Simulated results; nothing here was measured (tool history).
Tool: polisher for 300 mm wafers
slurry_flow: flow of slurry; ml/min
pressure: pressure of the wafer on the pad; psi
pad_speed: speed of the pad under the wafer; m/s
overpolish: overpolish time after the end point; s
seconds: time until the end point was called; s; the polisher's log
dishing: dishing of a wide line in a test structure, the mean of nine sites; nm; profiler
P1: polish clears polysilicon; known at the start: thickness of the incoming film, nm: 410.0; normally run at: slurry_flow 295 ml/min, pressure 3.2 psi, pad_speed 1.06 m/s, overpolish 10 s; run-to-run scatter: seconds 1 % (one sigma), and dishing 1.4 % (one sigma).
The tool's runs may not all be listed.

run   hour  slurry_flow  pressure  pad_speed  overpolish  wafers polished on this pad  hours since the slurry nozzle was cleaned  hours since the head pressure was calibrated  seconds  dishing
  1   12.6          295       3.2       1.06          10                          456                                      446.1                                         270.4   23.558   46.228
  2   20.3          295       3.2       1.06          10                          550                                      453.8                                         278.1   23.737   46.594
  3   37.0          295       3.2       1.06          10                          752                                      470.5                                         294.8   23.714   46.666
  4   49.0          295       3.2       0.56           3                          898                                      482.5                                         306.8   44.849   20.773
  5   62.9          295       3.2       1.06          19                         1066                                      496.4                                         320.7   24.043   47.578
  6   73.8          295       1.8       1.06          10                         1199                                      507.3                                         331.6   42.024   41.601
  7   88.9          295       5.0       1.06          10                         1382                                      522.4                                         346.7   15.227   47.438
  8   99.0          295       3.2       1.06          10                         1504                                      532.5                                         356.8   24.081   47.036
  9  114.1          175       3.2       1.06          10                         1687                                      547.6                                         371.9   25.551   45.522
 10  131.3          295       3.2       1.06           3                         1896                                      564.8                                         389.1   23.591   31.695
 11  148.8          455       3.2       1.06          10                         2108                                      582.3                                         406.6   23.356   46.318
 12  160.7          455       4.2       1.06          10                         2253                                      594.2                                         418.5   17.263   47.372
 13  171.6          295       3.2       1.06          10                         2385                                      605.1                                         429.4   23.471   46.668
 14  185.9          295       3.2       1.44           3                         2558                                      619.4                                         443.7   17.353   36.614
 15  194.3          295       3.2       0.48          10                         2660                                      627.8                                         452.1   53.069   38.402
 16  203.5          295       3.2       1.64          10                         2772                                      637.0                                         461.3   15.424   47.472
 17  218.1          295       3.2       1.06          10                         2949                                      651.6                                         475.9   23.729   45.877
 18  234.3          295       3.2       1.06          10                         3146                                      667.8                                         492.1   24.116   45.582
 19  249.4          295       3.2       1.06          10                         3329                                      682.9                                         507.2   24.655   45.535
 20  262.0          295       3.2       1.06          10                         3482                                      695.5                                         519.8   24.422   46.123
 21  278.4          295       3.2       1.06          10                         3681                                      711.9                                         536.2   25.204   47.148
 22  294.7          295       3.2       1.06          10                         3878                                      728.2                                         552.5   24.860   45.889
     295.7  -- head pressure recalibrated
 23  310.0          295       3.2       1.06          10                         4064                                      743.5                                          14.4   24.875   47.248
 24  327.4          295       3.2       1.06          10                         4275                                      760.9                                          31.8   24.462   46.212
 25  335.5          295       3.2       1.06          10                         4373                                      769.0                                          39.9   25.058   46.646
 26  351.1          295       3.2       1.06          10                         4562                                      784.6                                          55.5   25.240   45.506
 27  365.4          295       3.2       1.06          10                         4736                                      798.9                                          69.8   24.940   46.905

What P1 gives has crept away from where it was. These 2 causes fit the log equally well, each at the size given:
A: slurry flow missing at the pad, % = 36.5
B: removal rate lost through wear of the pad, % = 5
The creep began at about hour 218.1.
Why every other cause is out:
head's pressure below its setpoint, %: serviced at hour 295.7, which brought nothing back

4 check runs are offered, each on 5 wafers whose results are averaged, their results left as question marks. Which one tells the causes apart?
check 1  379.7          175       3.2       1.42          10                                                                                                                              ?        ?
check 2  379.7          295       4.2       0.56          10                                                                                                                              ?        ?
check 3  379.7          295       4.9       1.56          10                                                                                                                              ?        ?
check 4  379.7          295       4.7       1.50          10                                                                                                                              ?        ?

What each check would give under each cause:
  check   result    if A    if B
check 1  seconds  20.527  19.875
check 1  dishing  47.217  47.308
check 2  seconds  36.124  36.122
check 2  dishing  43.561  43.561
check 3  seconds  11.115  11.114
check 3  dishing  47.903  47.903
check 4  seconds  12.051  12.051
check 4  dishing  47.887  47.887
How far apart the two closest causes lie, in the result that separates them most: check 1 3.23 %; check 2 0 %; check 3 0 %; check 4 0 %
Check 1 tells the causes apart: in the others they would give nearly the same result.

Then check 1 was run and gave: seconds 19.930 s; dishing 47.547 nm. Which cause is it?

It is B: removal rate lost through wear of the pad, %.
